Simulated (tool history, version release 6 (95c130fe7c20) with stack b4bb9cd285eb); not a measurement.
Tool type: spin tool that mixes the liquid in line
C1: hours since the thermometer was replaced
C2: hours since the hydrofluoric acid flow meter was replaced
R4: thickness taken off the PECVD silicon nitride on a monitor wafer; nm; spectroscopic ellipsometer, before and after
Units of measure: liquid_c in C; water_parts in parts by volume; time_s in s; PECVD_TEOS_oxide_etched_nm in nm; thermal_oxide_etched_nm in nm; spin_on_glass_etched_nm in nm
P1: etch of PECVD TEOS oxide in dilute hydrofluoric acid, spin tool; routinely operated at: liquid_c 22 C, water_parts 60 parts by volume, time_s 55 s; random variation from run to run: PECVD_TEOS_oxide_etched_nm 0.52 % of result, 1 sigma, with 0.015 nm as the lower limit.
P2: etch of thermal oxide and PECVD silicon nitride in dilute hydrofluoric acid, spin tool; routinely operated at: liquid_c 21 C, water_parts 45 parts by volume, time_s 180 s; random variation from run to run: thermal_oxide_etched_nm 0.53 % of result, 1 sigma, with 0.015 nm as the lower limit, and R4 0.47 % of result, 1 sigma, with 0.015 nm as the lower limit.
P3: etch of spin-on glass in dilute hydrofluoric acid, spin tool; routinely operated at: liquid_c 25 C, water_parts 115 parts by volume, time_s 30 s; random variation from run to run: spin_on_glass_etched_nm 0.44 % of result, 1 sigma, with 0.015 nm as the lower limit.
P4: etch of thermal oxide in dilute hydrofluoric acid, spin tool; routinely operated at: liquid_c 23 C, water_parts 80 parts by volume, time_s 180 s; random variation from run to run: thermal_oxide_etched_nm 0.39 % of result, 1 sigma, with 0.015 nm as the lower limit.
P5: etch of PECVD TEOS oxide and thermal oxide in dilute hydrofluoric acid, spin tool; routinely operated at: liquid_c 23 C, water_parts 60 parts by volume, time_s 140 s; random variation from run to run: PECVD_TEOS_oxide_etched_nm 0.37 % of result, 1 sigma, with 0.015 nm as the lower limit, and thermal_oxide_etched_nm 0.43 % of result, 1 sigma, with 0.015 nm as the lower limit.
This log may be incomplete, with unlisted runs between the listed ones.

Run 1, hour 13.7: process P1, liquid_c 22 C, water_parts 60 parts by volume, time_s 55 s; C1 527.8; C2 865.5. Result: PECVD_TEOS_oxide_etched_nm 7.5958 nm.
Run 2, hour 25.5: process P1, liquid_c 22 C, water_parts 60 parts by volume, time_s 85 s; C1 539.6; C2 877.3. Result: PECVD_TEOS_oxide_etched_nm 11.777 nm.
Run 3, hour 35.5: process P1, liquid_c 17 C, water_parts 100 parts by volume, time_s 55 s; C1 549.6; C2 887.3. Result: PECVD_TEOS_oxide_etched_nm 3.5505 nm.
Run 4, hour 49.5: process P1, liquid_c 22 C, water_parts 60 parts by volume, time_s 55 s; C1 563.6; C2 901.3. Result: PECVD_TEOS_oxide_etched_nm 7.6285 nm.
Run 5, hour 62.2: process P5, liquid_c 23 C, water_parts 60 parts by volume, time_s 215 s; C1 576.3; C2 914. Result: PECVD_TEOS_oxide_etched_nm 78.672 nm, thermal_oxide_etched_nm 17.725 nm.
Run 6, hour 75.9: process P1, liquid_c 22 C, water_parts 60 parts by volume, time_s 55 s; C1 590; C2 927.7. Result: PECVD_TEOS_oxide_etched_nm 7.7193 nm.
Run 7, hour 82.8: process P5, liquid_c 23 C, water_parts 20 parts by volume, time_s 140 s; C1 596.9; C2 934.6. Result: PECVD_TEOS_oxide_etched_nm 160.69 nm, thermal_oxide_etched_nm 36.374 nm.
Run 8, hour 93.2: process P4, liquid_c 23 C, water_parts 130 parts by volume, time_s 180 s; C1 607.3; C2 945. Result: thermal_oxide_etched_nm 6.1367 nm.
Run 9, hour 101.5: process P4, liquid_c 17 C, water_parts 80 parts by volume, time_s 180 s; C1 615.6; C2 953.3. Result: thermal_oxide_etched_nm 8.1917 nm.
Run 10, hour 108.3: process P5, liquid_c 23 C, water_parts 60 parts by volume, time_s 140 s; C1 622.4; C2 960.1. Result: PECVD_TEOS_oxide_etched_nm 51.148 nm, thermal_oxide_etched_nm 11.657 nm.
Run 11, hour 117.6: process P3, liquid_c 32 C, water_parts 115 parts by volume, time_s 30 s; C1 631.7; C2 969.4. Result: spin_on_glass_etched_nm 6.9004 nm.
Run 12, hour 125.3: process P1, liquid_c 22 C, water_parts 30 parts by volume, time_s 55 s; C1 639.4; C2 977.1. Result: PECVD_TEOS_oxide_etched_nm 15.961 nm.
Run 13, hour 135.4: process P1, liquid_c 22 C, water_parts 60 parts by volume, time_s 25 s; C1 649.5; C2 987.2. Result: PECVD_TEOS_oxide_etched_nm 3.4519 nm.
Run 14, hour 148.1: process P1, liquid_c 22 C, water_parts 95 parts by volume, time_s 105 s; C1 662.2; C2 999.9. Result: PECVD_TEOS_oxide_etched_nm 8.8275 nm.
Run 15, hour 157.5: process P1, liquid_c 22 C, water_parts 60 parts by volume, time_s 55 s; C1 671.6; C2 1009.3. Result: PECVD_TEOS_oxide_etched_nm 7.5843 nm.
Run 16, hour 167.9: process P1, liquid_c 22 C, water_parts 60 parts by volume, time_s 55 s; C1 682; C2 1019.7. Result: PECVD_TEOS_oxide_etched_nm 7.7123 nm.
Run 17, hour 181.6: process P3, liquid_c 25 C, water_parts 115 parts by volume, time_s 30 s; C1 695.7; C2 1033.4. Result: spin_on_glass_etched_nm 5.2812 nm.
Run 18, hour 195.1: process P4, liquid_c 23 C, water_parts 80 parts by volume, time_s 180 s; C1 709.2; C2 1046.9. Result: thermal_oxide_etched_nm 10.598 nm.
Run 19, hour 205.6: process P5, liquid_c 17 C, water_parts 60 parts by volume, time_s 140 s; C1 719.7; C2 1057.4. Result: PECVD_TEOS_oxide_etched_nm 39.639 nm, thermal_oxide_etched_nm 9.0075 nm.
Run 20, hour 216: process P1, liquid_c 26 C, water_parts 60 parts by volume, time_s 55 s; C1 730.1; C2 1067.8. Result: PECVD_TEOS_oxide_etched_nm 8.9341 nm.
Run 21, hour 223.8: process P2, liquid_c 21 C, water_parts 20 parts by volume, time_s 180 s; C1 737.9; C2 1075.6. Result: thermal_oxide_etched_nm 39.939 nm, R4 11.843 nm.
Run 22, hour 234.5: process P3, liquid_c 25 C, water_parts 115 parts by volume, time_s 30 s; C1 748.6; C2 1086.3. Result: spin_on_glass_etched_nm 5.3383 nm.
Run 23, hour 242: process P1, liquid_c 18 C, water_parts 60 parts by volume, time_s 55 s; C1 756.1; C2 1093.8. Result: PECVD_TEOS_oxide_etched_nm 6.4661 nm.

What will run 24 give?
Run 24, hour 251.9: process P2, liquid_c 21 C, water_parts 45 parts by volume, time_s 60 s; C1 766; C2 1103.7. Result: thermal_oxide_etched_nm ?, R4 ?.

thermal_oxide_etched_nm: 5.8022 nm
R4: 1.7855 nm
